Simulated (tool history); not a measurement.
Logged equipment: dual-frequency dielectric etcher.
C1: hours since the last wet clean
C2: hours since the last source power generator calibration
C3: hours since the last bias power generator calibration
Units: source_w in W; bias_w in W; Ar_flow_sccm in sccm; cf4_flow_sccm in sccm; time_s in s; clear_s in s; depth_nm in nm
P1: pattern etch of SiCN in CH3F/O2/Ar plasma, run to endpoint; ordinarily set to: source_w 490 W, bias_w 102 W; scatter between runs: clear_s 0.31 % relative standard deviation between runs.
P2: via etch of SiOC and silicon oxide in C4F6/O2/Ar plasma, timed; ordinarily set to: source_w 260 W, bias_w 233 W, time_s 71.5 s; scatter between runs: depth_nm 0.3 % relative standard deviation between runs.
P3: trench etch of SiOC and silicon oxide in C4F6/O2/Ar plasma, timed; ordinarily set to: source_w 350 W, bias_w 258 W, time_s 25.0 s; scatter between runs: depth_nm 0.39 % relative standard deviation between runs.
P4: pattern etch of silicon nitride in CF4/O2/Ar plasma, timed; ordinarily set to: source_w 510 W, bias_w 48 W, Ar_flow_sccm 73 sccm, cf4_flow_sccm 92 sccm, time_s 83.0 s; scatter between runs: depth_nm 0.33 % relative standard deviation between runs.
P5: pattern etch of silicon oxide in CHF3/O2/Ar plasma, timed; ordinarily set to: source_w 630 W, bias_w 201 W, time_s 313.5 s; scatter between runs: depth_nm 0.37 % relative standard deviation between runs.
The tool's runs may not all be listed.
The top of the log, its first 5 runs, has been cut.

{"run": 6, "day": 2.562, "process": "P4", "source_w": 510, "bias_w": 48, "Ar_flow_sccm": 73, "cf4_flow_sccm": 92, "time_s": 112.0, "C1": 180.7, "C2": 1114.3, "C3": 524.8, "depth_nm": 213.97}
{"run": 7, "day": 2.975, "process": "P4", "source_w": 510, "bias_w": 48, "Ar_flow_sccm": 73, "cf4_flow_sccm": 92, "time_s": 83.0, "C1": 190.6, "C2": 1124.2, "C3": 534.7, "depth_nm": 158.93}
{"run": 8, "day": 3.388, "process": "P4", "source_w": 510, "bias_w": 48, "Ar_flow_sccm": 73, "cf4_flow_sccm": 92, "time_s": 83.0, "C1": 200.5, "C2": 1134.1, "C3": 544.6, "depth_nm": 159.27}
{"run": 9, "day": 3.742, "process": "P5", "source_w": 630, "bias_w": 201, "time_s": 224.0, "C1": 209.0, "C2": 1142.6, "C3": 553.1, "depth_nm": 462.91}
{"run": 10, "day": 4.038, "process": "P1", "source_w": 300, "bias_w": 102, "C1": 216.1, "C2": 1149.7, "C3": 560.2, "clear_s": 15.576}
{"run": 11, "day": 4.492, "process": "P1", "source_w": 490, "bias_w": 80, "C1": 227.0, "C2": 1160.6, "C3": 571.1, "clear_s": 14.19}
{"day": 4.575, "done": "wet clean of the chamber"}
{"run": 12, "day": 4.921, "process": "P2", "source_w": 260, "bias_w": 233, "time_s": 54.0, "C1": 8.3, "C2": 1170.9, "C3": 581.4, "depth_nm": 57.702}
{"run": 13, "day": 5.183, "process": "P4", "source_w": 370, "bias_w": 48, "Ar_flow_sccm": 73, "cf4_flow_sccm": 92, "time_s": 83.0, "C1": 14.6, "C2": 1177.2, "C3": 587.7, "depth_nm": 120.26}
{"run": 14, "day": 5.488, "process": "P5", "source_w": 780, "bias_w": 201, "time_s": 313.5, "C1": 21.9, "C2": 1184.5, "C3": 595.0, "depth_nm": 699.55}
{"run": 15, "day": 5.975, "process": "P3", "source_w": 350, "bias_w": 194, "time_s": 25.0, "C1": 33.6, "C2": 1196.2, "C3": 606.7, "depth_nm": 48.642}
{"run": 16, "day": 6.379, "process": "P2", "source_w": 320, "bias_w": 233, "time_s": 71.5, "C1": 43.3, "C2": 1205.9, "C3": 616.4, "depth_nm": 82.934}
{"day": 6.754, "done": "bias power generator calibrated"}
{"run": 17, "day": 6.812, "process": "P3", "source_w": 460, "bias_w": 258, "time_s": 25.0, "C1": 53.7, "C2": 1216.3, "C3": 1.4, "depth_nm": 59.741}
{"run": 18, "day": 7.183, "process": "P1", "source_w": 490, "bias_w": 138, "C1": 62.6, "C2": 1225.2, "C3": 10.3, "clear_s": 11.564}
{"run": 19, "day": 7.542, "process": "P2", "source_w": 260, "bias_w": 167, "time_s": 71.5, "C1": 71.2, "C2": 1233.8, "C3": 18.9, "depth_nm": 68.233}
{"run": 20, "day": 7.792, "process": "P4", "source_w": 510, "bias_w": 64, "Ar_flow_sccm": 73, "cf4_flow_sccm": 92, "time_s": 83.0, "C1": 77.2, "C2": 1239.8, "C3": 24.9, "depth_nm": 177.7}
{"run": 21, "day": 8.167, "process": "P4", "source_w": 510, "bias_w": 48, "Ar_flow_sccm": 73, "cf4_flow_sccm": 121, "time_s": 83.0, "C1": 86.2, "C2": 1248.8, "C3": 33.9, "depth_nm": 163.62}
{"run": 22, "day": 8.625, "process": "P3", "source_w": 350, "bias_w": 258, "time_s": 25.0, "C1": 97.2, "C2": 1259.8, "C3": 44.9, "depth_nm": 53.641}
{"run": 23, "day": 9.175, "process": "P2", "source_w": 260, "bias_w": 233, "time_s": 71.5, "C1": 110.4, "C2": 1273.0, "C3": 58.1, "depth_nm": 76.427}
{"run": 24, "day": 9.617, "process": "P2", "source_w": 260, "bias_w": 233, "time_s": 71.5, "C1": 121.0, "C2": 1283.6, "C3": 68.7, "depth_nm": 76.255}
{"run": 25, "day": 9.958, "process": "P3", "source_w": 350, "bias_w": 258, "time_s": 32.0, "C1": 129.2, "C2": 1291.8, "C3": 76.9, "depth_nm": 68.709}
{"run": 26, "day": 10.308, "process": "P1", "source_w": 490, "bias_w": 102, "C1": 137.6, "C2": 1300.2, "C3": 85.3, "clear_s": 12.945}
{"run": 27, "day": 10.804, "process": "P1", "source_w": 630, "bias_w": 102, "C1": 149.5, "C2": 1312.1, "C3": 97.2, "clear_s": 11.811}
{"run": 28, "day": 11.271, "process": "P5", "source_w": 630, "bias_w": 149, "time_s": 313.5, "C1": 160.7, "C2": 1323.3, "C3": 108.4, "depth_nm": 587.18}

Estimate the outcome of run 29 from the log above:
{"run": 29, "day": 11.708, "process": "P1", "source_w": 490, "bias_w": 102, "C1": 171.2, "C2": 1333.8, "C3": 118.9, "clear_s": "?"}

{"run 29": {"clear_s": 12.969}}
